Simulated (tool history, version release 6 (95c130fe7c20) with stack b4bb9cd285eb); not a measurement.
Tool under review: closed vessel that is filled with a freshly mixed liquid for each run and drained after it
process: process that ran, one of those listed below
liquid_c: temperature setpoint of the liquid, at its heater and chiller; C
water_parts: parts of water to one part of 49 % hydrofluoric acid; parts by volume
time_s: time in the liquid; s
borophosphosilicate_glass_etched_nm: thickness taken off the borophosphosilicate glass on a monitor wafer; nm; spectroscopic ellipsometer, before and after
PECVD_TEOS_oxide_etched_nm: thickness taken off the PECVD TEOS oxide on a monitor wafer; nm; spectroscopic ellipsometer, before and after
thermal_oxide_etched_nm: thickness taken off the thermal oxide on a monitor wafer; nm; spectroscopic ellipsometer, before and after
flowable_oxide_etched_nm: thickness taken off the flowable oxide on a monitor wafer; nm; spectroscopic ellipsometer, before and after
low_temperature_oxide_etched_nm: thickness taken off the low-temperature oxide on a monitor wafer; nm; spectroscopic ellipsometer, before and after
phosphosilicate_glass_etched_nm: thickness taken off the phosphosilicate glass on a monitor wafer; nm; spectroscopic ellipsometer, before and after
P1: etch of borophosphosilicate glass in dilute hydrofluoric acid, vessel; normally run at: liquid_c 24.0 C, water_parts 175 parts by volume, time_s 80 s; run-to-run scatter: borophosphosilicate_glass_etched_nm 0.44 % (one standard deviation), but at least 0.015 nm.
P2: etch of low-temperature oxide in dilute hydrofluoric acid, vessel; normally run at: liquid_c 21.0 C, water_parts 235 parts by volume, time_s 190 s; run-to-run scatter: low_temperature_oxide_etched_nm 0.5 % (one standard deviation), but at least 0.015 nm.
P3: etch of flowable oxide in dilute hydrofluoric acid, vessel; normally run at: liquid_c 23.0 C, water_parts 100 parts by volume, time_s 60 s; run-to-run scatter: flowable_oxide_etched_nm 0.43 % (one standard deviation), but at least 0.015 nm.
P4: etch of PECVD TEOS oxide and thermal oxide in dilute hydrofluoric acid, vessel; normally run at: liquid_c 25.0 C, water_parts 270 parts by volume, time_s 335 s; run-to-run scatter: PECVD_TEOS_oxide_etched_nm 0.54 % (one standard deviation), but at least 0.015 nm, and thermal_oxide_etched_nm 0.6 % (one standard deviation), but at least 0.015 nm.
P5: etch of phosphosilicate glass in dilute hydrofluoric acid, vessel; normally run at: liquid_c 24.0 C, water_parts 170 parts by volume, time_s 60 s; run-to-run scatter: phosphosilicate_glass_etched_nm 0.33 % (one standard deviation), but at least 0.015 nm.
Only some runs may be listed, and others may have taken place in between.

| run | hour | process | liquid_c | water_parts | time_s | borophosphosilicate_glass_etched_nm | PECVD_TEOS_oxide_etched_nm | thermal_oxide_etched_nm | flowable_oxide_etched_nm | low_temperature_oxide_etched_nm | phosphosilicate_glass_etched_nm |
|---|---|---|---|---|---|---|---|---|---|---|---|
| 1 | 7.6 | P1 | 24.0 | 175 | 80 | 21.1850 |  |  |  |  |  |
| 2 | 17.2 | P4 | 31.5 | 270 | 335 |  | 11.3780 | 6.1201 |  |  |  |
| 3 | 26.5 | P3 | 29.5 | 100 | 60 |  |  |  | 25.913 |  |  |
| 4 | 35.3 | P1 | 24.0 | 175 | 80 | 21.1040 |  |  |  |  |  |
| 5 | 43.6 | P2 | 21.0 | 235 | 190 |  |  |  |  | 7.7400 |  |
| 6 | 50.6 | P1 | 24.0 | 175 | 30 | 7.9119 |  |  |  |  |  |
| 7 | 60.5 | P1 | 24.0 | 175 | 80 | 21.0550 |  |  |  |  |  |
| 8 | 67.8 | P3 | 23.0 | 100 | 60 |  |  |  | 19.952 |  |  |
| 9 | 78.5 | P1 | 24.0 | 175 | 130 | 34.2330 |  |  |  |  |  |
| 10 | 84.1 | P2 | 17.0 | 235 | 190 |  |  |  |  | 6.6478 |  |
| 11 | 94.7 | P4 | 25.0 | 420 | 335 |  | 5.0890 | 2.7374 |  |  |  |
| 12 | 102.6 | P1 | 24.0 | 175 | 80 | 21.1730 |  |  |  |  |  |
| 13 | 112.1 | P1 | 29.0 | 175 | 80 | 25.5520 |  |  |  |  |  |
| 14 | 117.3 | P1 | 24.0 | 100 | 80 | 40.1740 |  |  |  |  |  |
| 15 | 122.8 | P1 | 24.0 | 175 | 80 | 21.1450 |  |  |  |  |  |
| 16 | 128.5 | P2 | 21.0 | 235 | 45 |  |  |  |  | 1.8230 |  |
| 17 | 139.1 | P2 | 21.0 | 55 | 190 |  |  |  |  | 40.2830 |  |
| 18 | 149.6 | P1 | 17.0 | 175 | 80 | 16.1450 |  |  |  |  |  |
| 19 | 157.8 | P3 | 23.0 | 175 | 60 |  |  |  | 10.591 |  |  |
| 20 | 169.1 | P1 | 17.0 | 175 | 30 | 6.0309 |  |  |  |  |  |
| 21 | 178.6 | P4 | 25.0 | 270 | 100 |  | 2.7481 | 1.4734 |  |  |  |
| 22 | 185.4 | P1 | 24.0 | 255 | 80 | 13.3350 |  |  |  |  |  |
| 23 | 191.3 | P5 | 24.0 | 170 | 30 |  |  |  |  |  | 10.041 |
| 24 | 200.3 | P3 | 23.0 | 100 | 30 |  |  |  | 10.026 |  |  |
| 25 | 209.8 | P1 | 24.0 | 175 | 80 | 21.1130 |  |  |  |  |  |
| 26 | 219.6 | P5 | 24.0 | 275 | 60 |  |  |  |  |  | 11.133 |
| 27 | 229.2 | P4 | 25.0 | 270 | 335 |  | 9.2082 | 4.8872 |  |  |  |
| 28 | 239.2 | P1 | 24.0 | 175 | 80 | 21.2380 |  |  |  |  |  |
| 29 | 244.9 | P5 | 24.0 | 170 | 60 |  |  |  |  |  | 19.919 |
| 30 | 253.7 | P5 | 28.5 | 170 | 60 |  |  |  |  |  | 23.504 |
| 31 | 265.2 | P1 | 24.0 | 175 | 80 | 20.9970 |  |  |  |  |  |
| 32 | 274.0 | P1 | 24.0 | 175 | 80 | 21.8910 |  |  |  |  |  |
| 33 | 285.5 | P1 | 24.0 | 175 | 80 | 22.2690 |  |  |  |  |  |
| 34 | 292.9 | P1 | 24.0 | 175 | 80 | 22.7000 |  |  |  |  |  |
| 35 | 298.8 | P1 | 24.0 | 175 | 80 | 22.8290 |  |  |  |  |  |
| 36 | 309.6 | P1 | 24.0 | 175 | 80 | 22.7020 |  |  |  |  |  |
| 37 | 320.1 | P1 | 24.0 | 175 | 80 | 23.0290 |  |  |  |  |  |
| 38 | 330.2 | P1 | 24.0 | 175 | 80 | 22.9260 |  |  |  |  |  |
| 39 | 338.0 | P1 | 24.0 | 175 | 80 | 23.0010 |  |  |  |  |  |
| 40 | 343.1 | P1 | 24.0 | 175 | 80 | 23.0000 |  |  |  |  |  |

Compared with where it was, what P1 gives has crept away. Each cause listed below fits the log as well as the rest, at the size given for it:
A: liquid hotter than its thermometer reads (K) = 2.44
B: hydrofluoric acid flow above the setpoint (%) = 7.91
The process output started creeping at around hour 265.2.

The 4 check runs listed below each average the results of 2 wafers, and their outcomes are marked with question marks. Under which run would the listed causes produce clearly different results?
| check 1 | 348.2 | P3 | 29.5 | 100 | 60 |  |  |  | ? |  |  |
| check 2 | 348.2 | P5 | 24.0 | 170 | 30 |  |  |  |  |  | ? |
| check 3 | 348.2 | P2 | 17.0 | 235 | 70 |  |  |  |  | ? |  |
| check 4 | 348.2 | P4 | 31.5 | 355 | 335 |  | ? | ? |  |  |  |

Expected result of each check under each candidate cause:
| check | result | if A | if B |
|---|---|---|---|
| check 1 | flowable_oxide_etched_nm | 28.239 | 28.114 |
| check 2 | phosphosilicate_glass_etched_nm | 10.925 | 10.917 |
| check 3 | low_temperature_oxide_etched_nm | 2.6950 | 2.6877 |
| check 4 | PECVD_TEOS_oxide_etched_nm | 8.4512 | 8.7188 |
| check 4 | thermal_oxide_etched_nm | 4.5351 | 4.6787 |
How far apart the two closest causes lie, in the result that separates them most: check 1 0.44 %; check 2 0.07 %; check 3 0.27 %; check 4 3.12 %
Check 4 tells the causes apart: in the others they would give nearly the same result.

Check 4 was carried out, with these results: PECVD_TEOS_oxide_etched_nm 8.4848 nm; thermal_oxide_etched_nm 4.4869 nm. Which of the listed causes is responsible?

The correct cause is A, namely: liquid hotter than its thermometer reads (K).
